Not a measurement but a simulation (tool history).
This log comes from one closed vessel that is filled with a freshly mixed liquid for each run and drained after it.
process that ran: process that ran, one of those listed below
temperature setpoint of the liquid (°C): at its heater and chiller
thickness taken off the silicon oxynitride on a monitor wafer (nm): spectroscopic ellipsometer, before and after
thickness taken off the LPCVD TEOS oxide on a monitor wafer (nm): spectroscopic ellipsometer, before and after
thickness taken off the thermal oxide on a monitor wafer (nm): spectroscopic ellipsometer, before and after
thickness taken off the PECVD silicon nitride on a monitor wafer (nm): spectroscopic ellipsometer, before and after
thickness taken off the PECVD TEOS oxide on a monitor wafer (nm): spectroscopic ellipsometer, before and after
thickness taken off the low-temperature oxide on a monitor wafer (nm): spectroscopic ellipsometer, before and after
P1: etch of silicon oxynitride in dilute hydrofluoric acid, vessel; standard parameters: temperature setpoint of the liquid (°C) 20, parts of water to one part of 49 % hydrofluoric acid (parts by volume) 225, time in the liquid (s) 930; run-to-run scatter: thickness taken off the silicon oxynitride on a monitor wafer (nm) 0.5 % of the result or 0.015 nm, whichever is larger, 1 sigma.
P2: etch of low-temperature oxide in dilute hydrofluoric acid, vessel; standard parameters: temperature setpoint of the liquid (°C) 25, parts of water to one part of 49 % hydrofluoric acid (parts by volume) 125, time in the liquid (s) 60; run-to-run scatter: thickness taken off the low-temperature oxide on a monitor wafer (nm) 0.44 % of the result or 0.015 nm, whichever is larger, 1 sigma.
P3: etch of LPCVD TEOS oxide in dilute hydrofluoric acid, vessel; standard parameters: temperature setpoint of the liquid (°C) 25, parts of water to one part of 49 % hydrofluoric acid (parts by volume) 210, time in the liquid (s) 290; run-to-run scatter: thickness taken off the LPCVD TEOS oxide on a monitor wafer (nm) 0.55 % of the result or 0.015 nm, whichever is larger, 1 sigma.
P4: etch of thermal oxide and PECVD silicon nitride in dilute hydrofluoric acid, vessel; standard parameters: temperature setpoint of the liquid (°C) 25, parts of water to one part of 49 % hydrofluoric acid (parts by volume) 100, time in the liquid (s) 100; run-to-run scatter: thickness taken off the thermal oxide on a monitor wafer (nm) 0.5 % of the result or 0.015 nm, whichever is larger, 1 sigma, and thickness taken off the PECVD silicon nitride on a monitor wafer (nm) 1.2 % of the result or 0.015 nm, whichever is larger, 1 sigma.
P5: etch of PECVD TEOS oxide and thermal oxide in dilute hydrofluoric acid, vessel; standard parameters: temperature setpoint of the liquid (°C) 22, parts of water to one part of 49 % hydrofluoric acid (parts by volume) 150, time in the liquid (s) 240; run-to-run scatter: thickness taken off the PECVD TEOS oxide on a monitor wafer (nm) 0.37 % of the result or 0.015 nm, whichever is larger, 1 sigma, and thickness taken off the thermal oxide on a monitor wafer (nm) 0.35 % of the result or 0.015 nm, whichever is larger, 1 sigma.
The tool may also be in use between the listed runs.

run,hour,process that ran,temperature setpoint of the liquid (°C),parts of water to one part of 49 % hydrofluoric acid (parts by volume),time in the liquid (s),thickness taken off the silicon oxynitride on a monitor wafer (nm),thickness taken off the LPCVD TEOS oxide on a monitor wafer (nm),thickness taken off the thermal oxide on a monitor wafer (nm),thickness taken off the PECVD silicon nitride on a monitor wafer (nm),thickness taken off the PECVD TEOS oxide on a monitor wafer (nm),thickness taken off the low-temperature oxide on a monitor wafer (nm)
1,8.6,P1,20,225,930,14.562,,,,,
2,17.5,P1,17,225,930,12.679,,,,,
3,27.1,P3,25,210,290,,44.924,,,,
4,33.7,P4,25,100,100,,,4.9407,2.2763,,
5,41.5,P5,22,150,240,,,6.6919,,12.252,
6,52.7,P4,20,100,100,,,4.0189,1.6291,,
7,63.1,P1,20,225,1765,27.752,,,,,
8,71.1,P2,17,125,60,,,,,,4.203
9,77.4,P3,25,210,90,,13.964,,,,
10,84.3,P5,22,55,240,,,20.479,,37.066,
11,93.2,P5,17,150,240,,,5.5146,,10.015,
12,101.7,P1,20,380,930,7.896,,,,,
13,108.9,P1,20,225,930,14.634,,,,,
14,116.1,P4,25,100,195,,,9.6671,4.4291,,
15,127.7,P1,20,225,930,14.702,,,,,
16,136.2,P2,25,30,60,,,,,,27.572
17,147.8,P1,20,225,930,14.621,,,,,
18,155.5,P1,20,150,1695,41.632,,,,,
19,164.7,P2,25,125,60,,,,,,5.8333
20,175.9,P5,22,150,365,,,10.28,,18.633,
21,182.7,P1,20,225,930,14.641,,,,,
22,190.1,P1,20,225,145,2.2811,,,,,
23,197.9,P1,20,225,930,14.633,,,,,
24,206.4,P5,22,150,240,,,6.7275,,12.168,
25,214.1,P3,19.5,210,290,,36.472,,,,
# hour 220.5: thermometer replaced
26,223,P3,25,210,290,,44.802,,,,
27,233.4,P2,25,125,30,,,,,,2.9506
28,245.3,P3,25,35,290,,333.78,,,,
29,255.9,P1,26.5,225,930,19.382,,,,,
30,262.1,P4,25,35,100,,,15.453,6.2305,,
31,270.6,P1,20,80,930,45.754,,,,,
32,276.1,P1,20,225,930,14.731,,,,,
33,284.8,P1,20,225,930,13.987,,,,,
34,291.1,P1,20,225,930,13.893,,,,,
35,302.1,P1,20,225,930,13.554,,,,,
36,314.1,P1,20,225,930,13.386,,,,,
37,324.5,P1,20,225,930,13.373,,,,,
38,334.2,P1,20,225,930,13.193,,,,,
39,342,P1,20,225,930,13.236,,,,,
40,349.4,P1,20,225,930,13.081,,,,,
41,360.9,P1,20,225,930,13.217,,,,,

The log shows P1 creeping away from where it was. Any of the 2 causes listed here, at the size stated for it, fits the log just as well as the others:
A: hydrofluoric acid flow below the setpoint (%) = 8.69
B: liquid colder than its thermometer reads (K) = 2.25
The process output started creeping at around hour 276.1.

Consider the 4 check runs below, whose results appear as question marks and each of which averages 3 wafers. Which one distinguishes the causes, in that each cause would give it a clearly different result?
check 1,372.4,P2,21.5,45,60,,,,,,?
check 2,372.4,P5,17,80,240,,,?,,?,
check 3,372.4,P4,20.5,100,100,,,?,?,,
check 4,372.4,P3,19.5,80,290,,?,,,,

Predicted outcomes, by check and by cause:
check,result,if A,if B
check 1,thickness taken off the low-temperature oxide on a monitor wafer (nm),14.154,14.162
check 2,thickness taken off the thermal oxide on a monitor wafer (nm),10.015,10.035
check 2,thickness taken off the PECVD TEOS oxide on a monitor wafer (nm),18.224,18.26
check 3,thickness taken off the thermal oxide on a monitor wafer (nm),3.7125,3.7448
check 3,thickness taken off the PECVD silicon nitride on a monitor wafer (nm),1.5307,1.4343
check 4,thickness taken off the LPCVD TEOS oxide on a monitor wafer (nm),99.582,100.03
Gap, in per cent, between the two causes that each check separates least, read from the result that separates them most: check 1 0.06 %; check 2 0.2 %; check 3 6.51 %; check 4 0.45 %
Check 3 distinguishes between the causes, while the remaining checks would return nearly the same result for all of them.

Then check 3 was run and gave: thickness taken off the thermal oxide on a monitor wafer (nm) 3.747; thickness taken off the PECVD silicon nitride on a monitor wafer (nm) 1.44. Which cause is it?

It was cause B: liquid colder than its thermometer reads (K).
